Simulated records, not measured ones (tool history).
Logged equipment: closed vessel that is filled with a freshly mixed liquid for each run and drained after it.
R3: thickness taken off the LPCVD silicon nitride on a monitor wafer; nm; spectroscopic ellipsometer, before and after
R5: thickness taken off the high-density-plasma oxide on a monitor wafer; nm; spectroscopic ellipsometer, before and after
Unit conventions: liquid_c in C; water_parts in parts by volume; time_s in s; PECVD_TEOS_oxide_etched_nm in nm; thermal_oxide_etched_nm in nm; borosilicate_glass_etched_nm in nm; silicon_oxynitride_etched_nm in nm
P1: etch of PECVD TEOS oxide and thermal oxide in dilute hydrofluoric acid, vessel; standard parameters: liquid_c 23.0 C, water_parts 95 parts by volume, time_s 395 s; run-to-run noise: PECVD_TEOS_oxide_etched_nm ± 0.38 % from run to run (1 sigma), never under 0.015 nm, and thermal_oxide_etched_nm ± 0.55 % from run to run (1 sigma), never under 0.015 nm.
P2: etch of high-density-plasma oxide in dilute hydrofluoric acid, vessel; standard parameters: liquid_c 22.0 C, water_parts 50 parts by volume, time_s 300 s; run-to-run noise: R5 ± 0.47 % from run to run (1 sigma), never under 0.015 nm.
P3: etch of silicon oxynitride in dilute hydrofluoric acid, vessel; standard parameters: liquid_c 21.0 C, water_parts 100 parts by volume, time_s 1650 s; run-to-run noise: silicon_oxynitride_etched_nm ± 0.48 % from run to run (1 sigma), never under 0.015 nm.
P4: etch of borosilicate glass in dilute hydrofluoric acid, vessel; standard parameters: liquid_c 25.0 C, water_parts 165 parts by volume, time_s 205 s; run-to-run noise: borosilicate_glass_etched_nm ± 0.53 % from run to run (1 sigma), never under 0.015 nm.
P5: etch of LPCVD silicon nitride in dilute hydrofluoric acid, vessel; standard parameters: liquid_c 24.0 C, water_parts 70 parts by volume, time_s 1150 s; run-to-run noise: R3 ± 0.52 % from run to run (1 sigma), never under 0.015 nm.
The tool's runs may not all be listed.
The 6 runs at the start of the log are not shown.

{"run": 7, "day": 3.488, "process": "P2", "liquid_c": 22.0, "water_parts": 50, "time_s": 300, "R5": 30.61}
{"run": 8, "day": 3.954, "process": "P1", "liquid_c": 23.0, "water_parts": 95, "time_s": 395, "PECVD_TEOS_oxide_etched_nm": 34.653, "thermal_oxide_etched_nm": 19.35}
{"run": 9, "day": 4.371, "process": "P1", "liquid_c": 26.5, "water_parts": 95, "time_s": 395, "PECVD_TEOS_oxide_etched_nm": 39.728, "thermal_oxide_etched_nm": 22.113}
{"run": 10, "day": 5.033, "process": "P2", "liquid_c": 22.0, "water_parts": 50, "time_s": 435, "R5": 44.219}
{"run": 11, "day": 5.429, "process": "P2", "liquid_c": 30.0, "water_parts": 50, "time_s": 300, "R5": 42.385}
{"run": 12, "day": 5.938, "process": "P3", "liquid_c": 21.0, "water_parts": 100, "time_s": 2895, "silicon_oxynitride_etched_nm": 35.437}
{"run": 13, "day": 6.529, "process": "P5", "liquid_c": 24.0, "water_parts": 120, "time_s": 1150, "R3": 4.8479}
{"run": 14, "day": 7.071, "process": "P4", "liquid_c": 25.0, "water_parts": 165, "time_s": 205, "borosilicate_glass_etched_nm": 26.318}
{"day": 7.1, "done": "thermometer replaced"}
{"run": 15, "day": 7.729, "process": "P1", "liquid_c": 23.0, "water_parts": 95, "time_s": 620, "PECVD_TEOS_oxide_etched_nm": 54.158, "thermal_oxide_etched_nm": 30.313}
{"run": 16, "day": 8.333, "process": "P4", "liquid_c": 25.0, "water_parts": 165, "time_s": 85, "borosilicate_glass_etched_nm": 11.092}
{"run": 17, "day": 8.721, "process": "P2", "liquid_c": 22.0, "water_parts": 90, "time_s": 300, "R5": 16.154}
{"run": 18, "day": 9.054, "process": "P3", "liquid_c": 21.0, "water_parts": 160, "time_s": 1650, "silicon_oxynitride_etched_nm": 12.06}
{"run": 19, "day": 9.721, "process": "P4", "liquid_c": 25.0, "water_parts": 165, "time_s": 205, "borosilicate_glass_etched_nm": 26.633}
{"run": 20, "day": 10.404, "process": "P1", "liquid_c": 23.0, "water_parts": 95, "time_s": 395, "PECVD_TEOS_oxide_etched_nm": 34.532, "thermal_oxide_etched_nm": 19.519}
{"run": 21, "day": 10.754, "process": "P3", "liquid_c": 28.5, "water_parts": 100, "time_s": 1650, "silicon_oxynitride_etched_nm": 28.894}
{"run": 22, "day": 11.217, "process": "P4", "liquid_c": 18.5, "water_parts": 165, "time_s": 205, "borosilicate_glass_etched_nm": 20.78}
{"run": 23, "day": 11.667, "process": "P5", "liquid_c": 24.0, "water_parts": 70, "time_s": 2290, "R3": 16.464}
{"run": 24, "day": 12.05, "process": "P1", "liquid_c": 23.0, "water_parts": 95, "time_s": 395, "PECVD_TEOS_oxide_etched_nm": 34.504, "thermal_oxide_etched_nm": 19.367}
{"run": 25, "day": 12.517, "process": "P1", "liquid_c": 17.0, "water_parts": 95, "time_s": 395, "PECVD_TEOS_oxide_etched_nm": 27.104, "thermal_oxide_etched_nm": 15.33}
{"run": 26, "day": 12.871, "process": "P1", "liquid_c": 23.0, "water_parts": 50, "time_s": 395, "PECVD_TEOS_oxide_etched_nm": 69.305, "thermal_oxide_etched_nm": 38.758}

Forecast run 27:
{"run": 27, "day": 13.217, "process": "P5", "liquid_c": 24.0, "water_parts": 70, "time_s": 1150, "R3": "?"}

Run 27 measured R3 8.3078 nm.
